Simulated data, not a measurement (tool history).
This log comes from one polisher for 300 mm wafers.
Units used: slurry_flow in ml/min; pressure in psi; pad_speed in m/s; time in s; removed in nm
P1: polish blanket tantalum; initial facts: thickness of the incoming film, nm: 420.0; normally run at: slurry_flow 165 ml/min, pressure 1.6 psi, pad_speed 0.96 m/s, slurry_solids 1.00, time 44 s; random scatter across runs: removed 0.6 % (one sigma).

run,hour,slurry_flow,pressure,pad_speed,slurry_solids,time,removed
1,5.2,165,1.6,0.96,1.00,44,51.410
2,13.6,165,1.6,0.96,1.00,44,51.196
3,22.4,165,1.6,0.48,1.00,44,25.475
4,27.1,165,1.6,1.38,1.00,44,73.062
5,36.1,165,2.4,0.96,1.00,44,76.268
6,44.3,165,1.6,0.96,1.00,44,51.458
# hour 45.8: worn pad replaced by a new one
7,50.6,165,1.6,0.96,1.00,24,27.738
8,58.3,165,1.6,0.96,1.00,44,51.058
9,64.3,165,1.0,0.96,1.00,44,31.671
10,70.8,100,1.6,0.96,1.00,44,46.882
11,78.7,165,1.6,0.96,1.00,44,51.355
12,87.3,165,1.6,0.96,1.00,44,51.049
13,93.1,165,1.6,0.96,0.65,21,21.258
14,98.3,165,1.6,0.96,0.50,44,39.511
15,108.5,165,1.6,0.96,1.00,59,68.195
16,116.9,250,1.6,0.96,1.00,44,54.113
17,124.0,165,1.6,0.96,1.40,44,55.384
18,134.3,165,1.6,0.96,1.00,44,51.172
19,140.9,165,1.6,0.96,1.00,44,51.357
20,150.5,165,1.6,0.96,1.00,44,48.923
21,155.9,165,1.6,0.96,1.00,44,48.918
22,164.9,165,1.6,0.96,1.00,44,47.950
23,174.6,165,1.6,0.96,1.00,44,47.641
# hour 174.7: slurry nozzle cleaned
# hour 177.8: worn pad replaced by a new one
24,184.9,165,1.6,0.96,1.00,44,47.322
25,195.4,165,1.6,0.96,1.00,44,46.611
26,203.3,165,1.6,0.96,1.00,44,47.330
27,209.4,165,1.6,0.96,1.00,44,46.802
28,214.7,165,1.6,0.96,1.00,44,46.993
29,222.5,165,1.6,0.96,1.00,44,47.180

The log shows P1 creeping away from where it was. Any of the 2 causes listed here, at the size stated for it, fits the log just as well as the others:
A: head's pressure below its setpoint, % = 8.81
B: abrasive missing from the slurry, % = 25.3
The creep began at about hour 140.9.
Every other cause this tool's parts could produce, and why it does not fit the log:
removal rate lost through wear of the pad, %: its service at hour 177.8 followed the start of the drift and did not put the process back to its old value
slurry flow missing at the pad, %: its service at hour 174.7 followed the start of the drift and did not put the process back to its old value

Which of the 4 check runs listed below, each an average over 2 wafers with its results shown as question marks, gives clearly different results under the different listed causes?
check 1,230.3,165,1.6,0.96,1.00,56,?
check 2,230.3,165,2.3,1.34,1.00,44,?
check 3,230.3,165,1.1,0.96,0.60,44,?
check 4,230.3,100,1.6,0.96,1.00,29,?

If the cause were each of the candidates in turn, the checks would give the following:
check,result,if A,if B
check 1,removed,59.446,59.438
check 2,removed,93.719,93.706
check 3,removed,26.974,26.050
check 4,removed,27.832,27.828
How far apart the two closest causes lie, in the result that separates them most: check 1 0.01 %; check 2 0.01 %; check 3 3.48 %; check 4 0.01 %
Check 3 distinguishes between the causes, while the remaining checks would return nearly the same result for all of them.

After running check 3, the following was obtained: removed 26.926 nm. Which cause does this point to?

It is A: head's pressure below its setpoint, %.
